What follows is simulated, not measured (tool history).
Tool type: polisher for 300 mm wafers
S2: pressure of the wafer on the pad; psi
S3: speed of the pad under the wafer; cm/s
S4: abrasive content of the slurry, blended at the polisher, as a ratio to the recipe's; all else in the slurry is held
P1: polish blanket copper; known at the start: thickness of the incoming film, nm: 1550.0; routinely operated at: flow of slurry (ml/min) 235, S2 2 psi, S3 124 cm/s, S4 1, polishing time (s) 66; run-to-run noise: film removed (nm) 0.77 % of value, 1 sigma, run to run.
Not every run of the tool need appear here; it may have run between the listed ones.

Run 1, hour 14.9: flow of slurry (ml/min) 235, S2 2 psi, S3 124 cm/s, S4 1, polishing time (s) 66. Result: film removed (nm) 202.16.
Run 2, hour 28.8: flow of slurry (ml/min) 235, S2 2 psi, S3 124 cm/s, S4 1, polishing time (s) 41. Result: film removed (nm) 125.19.
Run 3, hour 44.7: flow of slurry (ml/min) 235, S2 2 psi, S3 124 cm/s, S4 0.5, polishing time (s) 66. Result: film removed (nm) 173.3.
Run 4, hour 59.5: flow of slurry (ml/min) 235, S2 2 psi, S3 124 cm/s, S4 1.5, polishing time (s) 66. Result: film removed (nm) 216.53.
Run 5, hour 66.7: flow of slurry (ml/min) 235, S2 2 psi, S3 158 cm/s, S4 0.75, polishing time (s) 66. Result: film removed (nm) 239.25.
Run 6, hour 74.8: flow of slurry (ml/min) 235, S2 2 psi, S3 124 cm/s, S4 1, polishing time (s) 66. Result: film removed (nm) 199.3.
Run 7, hour 89.6: flow of slurry (ml/min) 345, S2 2 psi, S3 124 cm/s, S4 1, polishing time (s) 66. Result: film removed (nm) 202.99.
Run 8, hour 100: flow of slurry (ml/min) 235, S2 2 psi, S3 124 cm/s, S4 1, polishing time (s) 104. Result: film removed (nm) 309.46.
Run 9, hour 110.8: flow of slurry (ml/min) 235, S2 2 psi, S3 124 cm/s, S4 1, polishing time (s) 66. Result: film removed (nm) 197.95.
At hour 119.6: slurry blender recalibrated.
Run 10, hour 122.6: flow of slurry (ml/min) 235, S2 1.1 psi, S3 124 cm/s, S4 1, polishing time (s) 66. Result: film removed (nm) 109.8.
Run 11, hour 135.2: flow of slurry (ml/min) 235, S2 2 psi, S3 124 cm/s, S4 1, polishing time (s) 66. Result: film removed (nm) 198.
Run 12, hour 149.2: flow of slurry (ml/min) 140, S2 2 psi, S3 124 cm/s, S4 1, polishing time (s) 66. Result: film removed (nm) 182.97.
Run 13, hour 164.9: flow of slurry (ml/min) 235, S2 2 psi, S3 56 cm/s, S4 1, polishing time (s) 66. Result: film removed (nm) 90.37.
Run 14, hour 172.7: flow of slurry (ml/min) 235, S2 2 psi, S3 172 cm/s, S4 1, polishing time (s) 66. Result: film removed (nm) 274.38.
At hour 181.3: head pressure recalibrated.
Run 15, hour 182.1: flow of slurry (ml/min) 235, S2 2 psi, S3 124 cm/s, S4 1, polishing time (s) 66. Result: film removed (nm) 199.26.
Run 16, hour 191: flow of slurry (ml/min) 235, S2 3.2 psi, S3 124 cm/s, S4 1, polishing time (s) 66. Result: film removed (nm) 319.34.
Run 17, hour 206.2: flow of slurry (ml/min) 235, S2 2 psi, S3 124 cm/s, S4 1, polishing time (s) 66. Result: film removed (nm) 201.88.
Run 18, hour 221.9: flow of slurry (ml/min) 235, S2 2 psi, S3 124 cm/s, S4 1, polishing time (s) 66. Result: film removed (nm) 200.66.
Run 19, hour 231.2: flow of slurry (ml/min) 235, S2 2 psi, S3 124 cm/s, S4 1, polishing time (s) 66. Result: film removed (nm) 198.26.
Run 20, hour 243.8: flow of slurry (ml/min) 235, S2 2 psi, S3 124 cm/s, S4 1, polishing time (s) 66. Result: film removed (nm) 193.07.
Run 21, hour 256.7: flow of slurry (ml/min) 235, S2 2 psi, S3 124 cm/s, S4 1, polishing time (s) 66. Result: film removed (nm) 192.48.
At hour 259.9: slurry blender recalibrated.
Run 22, hour 271.9: flow of slurry (ml/min) 235, S2 2 psi, S3 124 cm/s, S4 1, polishing time (s) 66. Result: film removed (nm) 190.27.
At hour 276.4: head pressure recalibrated.
Run 23, hour 284.6: flow of slurry (ml/min) 235, S2 2 psi, S3 124 cm/s, S4 1, polishing time (s) 66. Result: film removed (nm) 188.68.
Run 24, hour 295.5: flow of slurry (ml/min) 235, S2 2 psi, S3 124 cm/s, S4 1, polishing time (s) 66. Result: film removed (nm) 187.87.
Run 25, hour 304.5: flow of slurry (ml/min) 235, S2 2 psi, S3 124 cm/s, S4 1, polishing time (s) 66. Result: film removed (nm) 188.88.

The log shows P1 creeping away from where it was. Any of the 2 causes listed here, at the size stated for it, fits the log just as well as the others:
A: removal rate lost through wear of the pad, % = 5.46
B: slurry flow missing at the pad, % = 33.6
The drift started at roughly hour 221.9.
Other possible causes, and why each is ruled out:
head's pressure below its setpoint, %: serviced after onset, at hour 276.4, with no recovery of the prior output
abrasive missing from the slurry, %: serviced after onset, at hour 259.9, with no recovery of the prior output

Consider the 4 check runs below, whose results appear as question marks and each of which averages 3 wafers. Which one distinguishes the causes, in that each cause would give it a clearly different result?
Run check 1, hour 313.5: flow of slurry (ml/min) 140, S2 2 psi, S3 80 cm/s, S4 1, polishing time (s) 66. Result: film removed (nm) ?.
Run check 2, hour 313.5: flow of slurry (ml/min) 235, S2 2 psi, S3 160 cm/s, S4 0.6, polishing time (s) 66. Result: film removed (nm) ?.
Run check 3, hour 313.5: flow of slurry (ml/min) 235, S2 2.8 psi, S3 64 cm/s, S4 1, polishing time (s) 66. Result: film removed (nm) ?.
Run check 4, hour 313.5: flow of slurry (ml/min) 235, S2 2 psi, S3 62 cm/s, S4 1.45, polishing time (s) 66. Result: film removed (nm) ?.

Check results expected under each cause:
  check             result    if A    if B
check 1  film removed (nm)  112.91   109.1
check 2  film removed (nm)  218.93  218.91
check 3  film removed (nm)  136.32  136.31
check 4  film removed (nm)  102.32  102.32
Smallest distance between any two causes, each pair judged by its most separating result, in per cent: check 1 3.43 %; check 2 0.01 %; check 3 0.01 %; check 4 0.01 %
Only in check 1 would the causes give clearly different results; in the remaining checks their results would be nearly the same.

Check 1 was then run and gave: film removed (nm) 109.61. Which cause is it?

The cause is B: slurry flow missing at the pad, %.
